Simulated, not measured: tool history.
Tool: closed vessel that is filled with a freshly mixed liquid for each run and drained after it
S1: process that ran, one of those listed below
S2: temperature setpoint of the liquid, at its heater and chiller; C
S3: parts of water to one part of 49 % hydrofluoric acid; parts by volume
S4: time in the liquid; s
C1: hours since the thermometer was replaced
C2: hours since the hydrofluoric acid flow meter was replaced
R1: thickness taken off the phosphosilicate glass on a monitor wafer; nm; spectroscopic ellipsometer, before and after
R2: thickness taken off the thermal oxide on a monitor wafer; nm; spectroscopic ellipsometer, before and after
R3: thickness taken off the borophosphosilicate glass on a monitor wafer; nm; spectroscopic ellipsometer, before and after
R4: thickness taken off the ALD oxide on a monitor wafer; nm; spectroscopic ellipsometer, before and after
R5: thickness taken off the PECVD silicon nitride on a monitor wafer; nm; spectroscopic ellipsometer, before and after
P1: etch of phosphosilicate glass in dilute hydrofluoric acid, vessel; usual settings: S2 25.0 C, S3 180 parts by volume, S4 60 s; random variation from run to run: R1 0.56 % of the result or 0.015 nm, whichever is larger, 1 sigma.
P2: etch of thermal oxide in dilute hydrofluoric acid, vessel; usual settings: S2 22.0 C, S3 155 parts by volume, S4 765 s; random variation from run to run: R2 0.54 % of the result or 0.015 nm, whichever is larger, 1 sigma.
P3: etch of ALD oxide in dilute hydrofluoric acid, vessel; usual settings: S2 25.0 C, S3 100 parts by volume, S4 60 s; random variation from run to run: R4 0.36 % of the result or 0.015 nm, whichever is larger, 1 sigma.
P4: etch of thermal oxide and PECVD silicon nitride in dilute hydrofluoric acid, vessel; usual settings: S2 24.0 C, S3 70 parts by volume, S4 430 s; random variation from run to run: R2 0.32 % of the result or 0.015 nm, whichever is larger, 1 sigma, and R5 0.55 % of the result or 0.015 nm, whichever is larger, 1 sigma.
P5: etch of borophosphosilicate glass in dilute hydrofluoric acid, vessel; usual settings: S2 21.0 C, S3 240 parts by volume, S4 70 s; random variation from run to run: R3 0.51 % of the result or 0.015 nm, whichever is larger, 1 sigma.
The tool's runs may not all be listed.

run   hour  S1    S2   S3    S4     C1     C2        R1       R2       R3       R4        R5
  1    5.3  P1  25.0  180    60  424.3  586.4   19.3790
  2   12.4  P1  25.0  180    60  431.4  593.5   19.3420
  3   21.8  P2  22.0  285   765  440.8  602.9            10.0090
  4   30.0  P1  30.0  180    60  449.0  611.1   22.9640
  5   36.9  P5  21.0  240    70  455.9  618.0                     11.2800
  6   43.8  P5  21.0  240    70  462.8  624.9                     11.4010
  7   52.4  P3  25.0  100   100  471.4  633.5                              26.3440
  8   60.9  P1  25.0   70    60  479.9  642.0   56.8260
  9   66.1  P1  25.0  180    60  485.1  647.2   19.0790
 10   77.1  P4  24.0   70   430  496.1  658.2            29.8450                    10.39600
 11   86.5  P4  17.0   70   430  505.5  667.6            22.2690                     6.47640
 12   95.1  P2  28.0  155   765  514.1  676.2            26.0870
 13  105.4  P1  25.0  180    60  524.4  686.5   19.2400
 14  112.4  P2  22.0  155  1165  531.4  693.5            31.5830
 15  122.9  P1  29.0   35    60  541.9  704.0  141.5000
 16  133.2  P1  25.0  305    60  552.2  714.3    9.9918
 17  140.1  P3  25.0  175    60  559.1  721.2                               8.2384
 18  150.3  P1  18.5  180    60  569.3  731.4   15.0580
 19  157.1  P5  21.0  240   115  576.1  738.2                     18.5510
 20  164.6  P5  21.0   85    70  583.6  745.7                     37.7030
 21  175.1  P2  22.0  155   765  594.1  756.2            20.7710
 22  185.6  P1  25.0  180    60  604.6  766.7   19.2750
 23  196.5  P5  17.0  240    70  615.5  777.6                      9.7311
 24  203.5  P3  31.0  100    60  622.5  784.6                              19.9720
 25  208.8  P4  24.0   70   430  627.8  789.9            29.8460                    10.46900
 26  216.8  P1  25.0  180    30  635.8  797.9    9.6494
 27  225.8  P1  25.0  180    60  644.8  806.9   19.3100
 28  233.0  P1  25.0  180   115  652.0  814.1   36.8280
 29  243.7  P4  24.0   70    35  662.7  824.8             2.4259                     0.87862
 30  253.0  P4  24.0  110   430  672.0  834.1            18.0060                     6.67600
 31  258.8  P3  25.0  100    60  677.8  839.9                              15.8230
 32  266.8  P1  25.0  180    60  685.8  847.9   19.2400
 33  273.2  P1  25.0  180    60  692.2  854.3   19.3120
 34  280.3  P1  25.0  180    60  699.3  861.4   19.5840
 35  287.8  P1  25.0  180    60  706.8  868.9   20.3550
 36  292.7  P1  25.0  180    60  711.7  873.8   20.5960
 37  299.2  P1  25.0  180    60  718.2  880.3   20.4190
 38  307.7  P1  25.0  180    60  726.7  888.8   20.4950

Run 39 comes next. What will it give?
 39  315.7  P1  25.0  180  60  734.7  896.8   ?

R1: 20.5140 nm
